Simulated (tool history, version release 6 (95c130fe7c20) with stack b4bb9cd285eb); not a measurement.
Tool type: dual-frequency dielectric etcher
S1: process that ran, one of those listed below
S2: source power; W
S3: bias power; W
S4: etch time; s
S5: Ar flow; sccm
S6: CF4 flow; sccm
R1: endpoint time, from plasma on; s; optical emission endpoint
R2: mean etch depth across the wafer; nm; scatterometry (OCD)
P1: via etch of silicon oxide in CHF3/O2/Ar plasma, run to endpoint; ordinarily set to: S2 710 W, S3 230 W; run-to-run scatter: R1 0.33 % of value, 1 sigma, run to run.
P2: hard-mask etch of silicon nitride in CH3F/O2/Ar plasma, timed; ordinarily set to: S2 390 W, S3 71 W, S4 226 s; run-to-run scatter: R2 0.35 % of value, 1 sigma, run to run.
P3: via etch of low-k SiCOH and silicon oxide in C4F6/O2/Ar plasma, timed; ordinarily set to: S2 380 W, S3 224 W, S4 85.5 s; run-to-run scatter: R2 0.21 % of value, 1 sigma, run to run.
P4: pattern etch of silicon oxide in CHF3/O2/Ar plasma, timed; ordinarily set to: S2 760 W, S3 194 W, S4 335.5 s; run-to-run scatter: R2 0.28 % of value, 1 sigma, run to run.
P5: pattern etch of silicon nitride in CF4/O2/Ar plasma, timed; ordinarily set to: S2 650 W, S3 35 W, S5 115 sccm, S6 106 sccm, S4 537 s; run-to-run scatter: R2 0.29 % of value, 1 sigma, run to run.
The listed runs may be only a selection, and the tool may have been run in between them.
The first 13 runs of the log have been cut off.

run   hour  S1    S2   S3     S4   S5   S6      R1      R2
 14  153.8  P4   760  194    425                     935.6
 15    161  P1   510  175                      260
 16  170.6  P4   760  194  335.5                    738.22
 17  183.2  P3   470  224   85.5                    277.38
 18  192.5  P1   710  230                   208.46
 19  204.6  P5   650   35    359  115  106          763.72
 20  216.2  P3   380  306   85.5                    284.55
 21  229.5  P1   480  230                   241.74
 22  244.6  P4  1050  194  335.5                    833.93
 23  252.4  P1   960  309                   167.36
 24  264.4  P3   380  224  109.5                    327.33
 25  273.3  P5   430   35    537  115  106          790.09
 26  286.1  P5   650   35    537  115   67          1059.6

Expected results for the next run?
 27  299.7  P1  710  178               ?

R1: 227.38 s
